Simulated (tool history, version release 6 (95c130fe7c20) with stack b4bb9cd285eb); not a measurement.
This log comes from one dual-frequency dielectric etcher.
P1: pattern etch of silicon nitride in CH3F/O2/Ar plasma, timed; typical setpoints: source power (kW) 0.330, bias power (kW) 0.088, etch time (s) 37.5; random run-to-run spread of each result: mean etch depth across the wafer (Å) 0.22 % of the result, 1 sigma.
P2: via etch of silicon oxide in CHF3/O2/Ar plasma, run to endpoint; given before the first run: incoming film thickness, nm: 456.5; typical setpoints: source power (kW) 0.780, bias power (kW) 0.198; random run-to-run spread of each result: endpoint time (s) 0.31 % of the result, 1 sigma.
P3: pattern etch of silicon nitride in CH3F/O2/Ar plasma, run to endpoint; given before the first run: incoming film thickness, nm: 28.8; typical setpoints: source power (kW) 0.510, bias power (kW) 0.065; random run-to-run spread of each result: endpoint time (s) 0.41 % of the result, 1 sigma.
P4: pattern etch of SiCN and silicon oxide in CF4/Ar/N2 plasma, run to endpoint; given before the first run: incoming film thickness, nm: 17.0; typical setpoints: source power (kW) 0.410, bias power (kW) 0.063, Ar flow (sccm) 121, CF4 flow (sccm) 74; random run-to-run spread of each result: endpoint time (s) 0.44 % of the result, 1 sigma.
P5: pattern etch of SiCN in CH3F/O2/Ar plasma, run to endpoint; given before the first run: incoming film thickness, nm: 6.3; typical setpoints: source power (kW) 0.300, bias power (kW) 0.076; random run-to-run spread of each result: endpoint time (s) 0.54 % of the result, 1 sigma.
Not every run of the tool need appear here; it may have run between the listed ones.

run,hour,process that ran,source power (kW),bias power (kW),etch time (s),Ar flow (sccm),CF4 flow (sccm),hours since the last wet clean,hours since the last source power generator calibration,hours since the last bias power generator calibration,mean etch depth across the wafer (Å),endpoint time (s)
1,3.1,P1,0.330,0.088,37.5,,,231.2,489.3,1847.5,268.87,
2,6.0,P1,0.330,0.088,37.5,,,234.1,492.2,1850.4,268.70,
3,8.5,P1,0.250,0.088,37.5,,,236.6,494.7,1852.9,242.76,
4,10.9,P3,0.510,0.065,,,,239.0,497.1,1855.3,,40.203
5,13.1,P5,0.300,0.076,,,,241.2,499.3,1857.5,,19.052
6,16.2,P1,0.260,0.088,22.0,,,244.3,502.4,1860.6,144.79,
7,20.4,P2,0.780,0.198,,,,248.5,506.6,1864.8,,203.540
8,25.1,P1,0.330,0.088,52.5,,,253.2,511.3,1869.5,375.68,
9,29.7,P1,0.330,0.088,37.5,,,257.8,515.9,1874.1,269.44,
10,32.5,P1,0.390,0.088,37.5,,,260.6,518.7,1876.9,285.76,
11,35.3,P5,0.300,0.102,,,,263.4,521.5,1879.7,,17.161
12,40.2,P1,0.240,0.088,29.5,,,268.3,526.4,1884.6,188.80,
13,43.5,P2,1.110,0.198,,,,271.6,529.7,1887.9,,178.230
14,46.2,P1,0.330,0.068,37.5,,,274.3,532.4,1890.6,245.72,
15,50.8,P2,0.780,0.254,,,,278.9,537.0,1895.2,,187.550
16,53.4,P1,0.330,0.109,37.5,,,281.5,539.6,1897.8,290.17,
17,55.5,P4,0.410,0.063,,121,74,283.6,541.7,1899.9,,23.706
18,57.8,P1,0.330,0.088,37.5,,,285.9,544.0,1902.2,268.94,
19,62.5,P3,0.510,0.040,,,,290.6,548.7,1906.9,,46.057
20,66.6,P1,0.330,0.113,54.5,,,294.7,552.8,1911.0,428.62,
21,71.0,P4,0.410,0.063,,121,50,299.1,557.2,1915.4,,24.856
22,73.7,P5,0.230,0.076,,,,301.8,559.9,1918.1,,20.916
23,75.9,P1,0.330,0.088,37.5,,,304.0,562.1,1920.3,268.11,
24,78.5,P4,0.410,0.083,,121,74,306.6,564.7,1922.9,,21.419

Forecast run 25:
25,81.0,P3,0.390,0.065,,,,309.1,567.2,1925.4,,?

endpoint time (s): 44.252
